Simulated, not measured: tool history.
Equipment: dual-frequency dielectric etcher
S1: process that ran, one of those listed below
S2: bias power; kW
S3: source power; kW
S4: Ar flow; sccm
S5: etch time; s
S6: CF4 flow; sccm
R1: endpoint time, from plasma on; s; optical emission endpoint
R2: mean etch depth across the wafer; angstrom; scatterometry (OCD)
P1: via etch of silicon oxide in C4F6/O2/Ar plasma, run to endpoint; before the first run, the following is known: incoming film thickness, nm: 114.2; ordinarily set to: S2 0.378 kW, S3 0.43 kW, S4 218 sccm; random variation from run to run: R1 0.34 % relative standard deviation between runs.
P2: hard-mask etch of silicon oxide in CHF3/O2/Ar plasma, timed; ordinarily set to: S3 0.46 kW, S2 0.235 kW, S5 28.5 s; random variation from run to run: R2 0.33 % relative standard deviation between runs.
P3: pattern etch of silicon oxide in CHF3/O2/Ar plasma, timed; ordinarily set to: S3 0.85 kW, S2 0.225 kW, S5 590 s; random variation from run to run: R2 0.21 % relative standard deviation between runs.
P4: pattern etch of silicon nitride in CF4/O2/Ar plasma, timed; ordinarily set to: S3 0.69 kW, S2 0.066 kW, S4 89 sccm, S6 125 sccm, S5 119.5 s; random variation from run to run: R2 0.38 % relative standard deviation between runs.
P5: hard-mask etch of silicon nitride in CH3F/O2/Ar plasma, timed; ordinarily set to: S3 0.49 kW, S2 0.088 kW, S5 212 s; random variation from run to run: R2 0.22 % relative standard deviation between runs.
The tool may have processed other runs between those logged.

| run | hour | S1 | S2 | S3 | S4 | S5 | S6 | R1 | R2 |
|---|---|---|---|---|---|---|---|---|---|
| 1 | 4.1 | P1 | 0.378 | 0.43 | 218 |  |  | 26.164 |  |
| 2 | 7.4 | P3 | 0.225 | 0.85 |  | 590 |  |  | 14550 |
| 3 | 12.4 | P4 | 0.066 | 0.69 | 89 | 119.5 | 125 |  | 3422.6 |
| 4 | 18.2 | P1 | 0.378 | 0.43 | 137 |  |  | 24.75 |  |
| 5 | 22 | P4 | 0.066 | 0.69 | 89 | 178.5 | 125 |  | 5132.5 |
| 6 | 25.4 | P4 | 0.092 | 0.69 | 89 | 119.5 | 125 |  | 3881.9 |
| 7 | 30.3 | P1 | 0.378 | 0.43 | 218 |  |  | 26.235 |  |
| 8 | 35.1 | P5 | 0.088 | 0.49 |  | 212 |  |  | 1755.3 |
| 9 | 37.9 | P1 | 0.378 | 0.43 | 276 |  |  | 26.926 |  |
| 10 | 42.1 | P2 | 0.313 | 0.46 |  | 28.5 |  |  | 614.3 |
|  | 43.6 | Ar flow controller replaced |
| 11 | 46.4 | P1 | 0.501 | 0.43 | 218 |  |  | 23.483 |  |
| 12 | 52 | P2 | 0.235 | 0.46 |  | 28.5 |  |  | 552.07 |
| 13 | 57.6 | P5 | 0.088 | 0.36 |  | 212 |  |  | 1560.9 |
| 14 | 60.5 | P3 | 0.29 | 0.85 |  | 590 |  |  | 15894 |
| 15 | 65.4 | P3 | 0.225 | 0.85 |  | 428 |  |  | 10539 |
| 16 | 70.1 | P1 | 0.378 | 0.54 | 218 |  |  | 23.883 |  |
| 17 | 75.4 | P1 | 0.278 | 0.43 | 218 |  |  | 29.311 |  |
| 18 | 80.5 | P1 | 0.378 | 0.43 | 218 |  |  | 26.11 |  |
| 19 | 83.3 | P4 | 0.066 | 0.69 | 89 | 119.5 | 125 |  | 3412.4 |
| 20 | 87.5 | P4 | 0.066 | 0.69 | 89 | 119.5 | 149 |  | 3488.3 |
| 21 | 93.3 | P1 | 0.378 | 0.43 | 218 |  |  | 26.161 |  |
| 22 | 98.2 | P2 | 0.235 | 0.46 |  | 28.5 |  |  | 552.54 |
| 23 | 101.9 | P4 | 0.066 | 0.69 | 105 | 119.5 | 125 |  | 3369.5 |

Run 24 is up next; what results do you expect?
| 24 | 106.7 | P5 | 0.088 | 0.49 |  | 151 |  |  | ? |

R2: 1246 angstrom

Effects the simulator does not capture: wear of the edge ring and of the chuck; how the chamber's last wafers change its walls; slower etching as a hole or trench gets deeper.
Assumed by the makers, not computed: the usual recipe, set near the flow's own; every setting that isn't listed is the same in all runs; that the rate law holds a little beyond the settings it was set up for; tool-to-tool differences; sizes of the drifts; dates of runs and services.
